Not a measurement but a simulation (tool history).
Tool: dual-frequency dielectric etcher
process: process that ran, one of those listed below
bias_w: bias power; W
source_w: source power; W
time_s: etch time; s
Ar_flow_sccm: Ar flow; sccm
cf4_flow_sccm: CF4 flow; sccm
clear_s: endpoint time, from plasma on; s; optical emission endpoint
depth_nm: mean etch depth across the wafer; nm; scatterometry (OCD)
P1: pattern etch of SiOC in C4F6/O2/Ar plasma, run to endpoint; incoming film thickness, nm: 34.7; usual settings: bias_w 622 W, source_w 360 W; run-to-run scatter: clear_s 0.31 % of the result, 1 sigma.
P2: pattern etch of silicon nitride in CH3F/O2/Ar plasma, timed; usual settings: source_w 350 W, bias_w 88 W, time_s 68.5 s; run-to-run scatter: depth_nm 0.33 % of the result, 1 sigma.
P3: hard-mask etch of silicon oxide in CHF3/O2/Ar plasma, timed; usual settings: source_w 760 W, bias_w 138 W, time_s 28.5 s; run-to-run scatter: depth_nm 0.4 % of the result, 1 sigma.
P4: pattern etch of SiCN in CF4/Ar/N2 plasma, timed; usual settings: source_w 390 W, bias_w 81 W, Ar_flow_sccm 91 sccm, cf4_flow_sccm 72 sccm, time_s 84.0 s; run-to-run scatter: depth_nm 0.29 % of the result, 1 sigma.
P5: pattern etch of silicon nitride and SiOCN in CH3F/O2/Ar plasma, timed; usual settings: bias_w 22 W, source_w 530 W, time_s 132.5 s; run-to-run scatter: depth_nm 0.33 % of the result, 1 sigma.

run    day  process  bias_w  source_w  time_s  Ar_flow_sccm  cf4_flow_sccm  hours since the last wet clean  hours since the last bias power generator calibration  hours since the last source power generator calibration  clear_s  depth_nm
  1  0.112       P1     622       360                                                                469.9                                                 3046.4                                                   2344.5   11.103
  2  0.300       P2      88       350    68.5                                                        474.4                                                 3050.9                                                   2349.0             51.759
  3  0.450       P2     105       350    68.5                                                        478.0                                                 3054.5                                                   2352.6             54.978
  4  0.567       P1     622       360                                                                480.8                                                 3057.3                                                   2355.4   11.053
  5  0.700       P5      22       530   132.5                                                        484.0                                                 3060.5                                                   2358.6             19.176
  6  0.883       P4      81       540    84.0            91             72                           488.4                                                 3064.9                                                   2363.0             88.162
  7  1.008       P1     622       360                                                                491.4                                                 3067.9                                                   2366.0   11.101
  8  1.138       P1     801       360                                                                494.5                                                 3071.0                                                   2369.1   10.047
  9  1.233       P5      27       530   132.5                                                        496.8                                                 3073.3                                                   2371.4             21.010
 10  1.379       P5      22       530    91.0                                                        500.3                                                 3076.8                                                   2374.9             13.153
 11  1.571       P1     622       360                                                                504.9                                                 3081.4                                                   2379.5   11.034
     1.688  -- wet clean of the chamber
 12  1.700       P3     138       760    28.5                                                          0.4                                                 3084.5                                                   2382.6             56.477
 13  1.846       P4     109       390    84.0            91             72                             3.9                                                 3088.0                                                   2386.1             73.731
     1.862  -- bias power generator calibrated
 14  2.004       P1     622       260                                                                  7.7                                                    3.5                                                   2389.9   12.476
 15  2.196       P3     138       530    28.5                                                         12.3                                                    8.1                                                   2394.5             48.759
 16  2.346       P1     622       440                                                                 15.9                                                   11.7                                                   2398.1   10.268
 17  2.504       P3     170       760    28.5                                                         19.7                                                   15.5                                                   2401.9             60.212
 18  2.600       P1     383       360                                                                 22.0                                                   17.8                                                   2404.2   13.269
 19  2.808       P4      81       390    84.0            91             85                            27.0                                                   22.8                                                   2409.2             68.151
 20  2.908       P5      22       410   132.5                                                         29.4                                                   25.2                                                   2411.6             17.545
 21  3.008       P4      81       390   113.5            91             72                            31.8                                                   27.6                                                   2414.0             89.232
 22  3.171       P3     138       760    15.5                                                         35.7                                                   31.5                                                   2417.9             30.679
 23  3.358       P2      88       470    68.5                                                         40.2                                                   36.0                                                   2422.4             57.495
 24  3.562       P1     871       240                                                                 45.1                                                   40.9                                                   2427.3   11.200
 25  3.654       P2      88       350    68.5                                                         47.3                                                   43.1                                                   2429.5             51.517
 26  3.746       P4      81       390    84.0            91             72                            49.5                                                   45.3                                                   2431.7             66.363
 27  3.879       P1     622       360                                                                 52.7                                                   48.5                                                   2434.9   11.032
 28  4.062       P4      81       390    84.0            62             72                            57.1                                                   52.9                                                   2439.3             69.523
 29  4.242       P4      81       390    84.0            91             72                            61.4                                                   57.2                                                   2443.6             66.467
 30  4.404       P5      22       530   132.5                                                         65.3                                                   61.1                                                   2447.5             19.380
 31  4.579       P2      88       350   100.5                                                         69.5                                                   65.3                                                   2451.7             75.287
 32  4.692       P1     622       360                                                                 72.2                                                   68.0                                                   2454.4   11.081
 33  4.875       P1     622       360                                                                 76.6                                                   72.4                                                   2458.8   10.986
 34  4.971       P1     622       360                                                                 78.9                                                   74.7                                                   2461.1   11.009
 35  5.138       P1     622       360                                                                 82.9                                                   78.7                                                   2465.1   10.969
 36  5.321       P1     622       360                                                                 87.3                                                   83.1                                                   2469.5   10.970
     5.383  -- wet clean of the chamber
 37  5.504       P1     622       360                                                                  2.9                                                   87.5                                                   2473.9   10.955
 38  5.696       P1     622       360                                                                  7.5                                                   92.1                                                   2478.5   10.897
 39  5.862       P1     622       360                                                                 11.5                                                   96.1                                                   2482.5   10.925
 40  6.017       P1     622       360                                                                 15.2                                                   99.8                                                   2486.2   10.922
 41  6.225       P1     622       360                                                                 20.2                                                  104.8                                                   2491.2   10.948
 42  6.433       P1     622       360                                                                 25.2                                                  109.8                                                   2496.2   10.971

What P1 gives has crept away from where it was. These 2 causes fit the log equally well, each at the size given:
A: bias power that arrives over what is set, % = 4.18
B: source power that arrives over what is set, % = 4.44
The creep began at about day 4.692.
Why every other cause is out:
chamber walls in a state that raises the etch rate, %: serviced at day 5.383, which brought nothing back

4 check runs are offered, one wafer each, their results left as question marks. Which one tells the causes apart?
check 1  6.642       P5      22       530   132.5                                                                                                                                                                                               ?
check 2  6.642       P2      88       350    68.5                                                                                                                                                                                               ?
check 3  6.642       P4      81       390    84.0            91             72                                                                                                                                                                  ?
check 4  6.642       P3     138       760    28.5                                                                                                                                                                                               ?

What each check would give under each cause:
  check    result    if A    if B
check 1  depth_nm  19.566  19.513
check 2  depth_nm  52.285  52.358
check 3  depth_nm  67.238  68.845
check 4  depth_nm  57.180  57.419
How far apart the two closest causes lie, in the result that separates them most: check 1 0.27 %; check 2 0.14 %; check 3 2.36 %; check 4 0.42 %
Only check 3 tells the causes apart: in the others they would give nearly the same result.

Check 3 was then run and gave: depth_nm 67.275 nm. Which cause is it?

It is A: bias power that arrives over what is set, %.
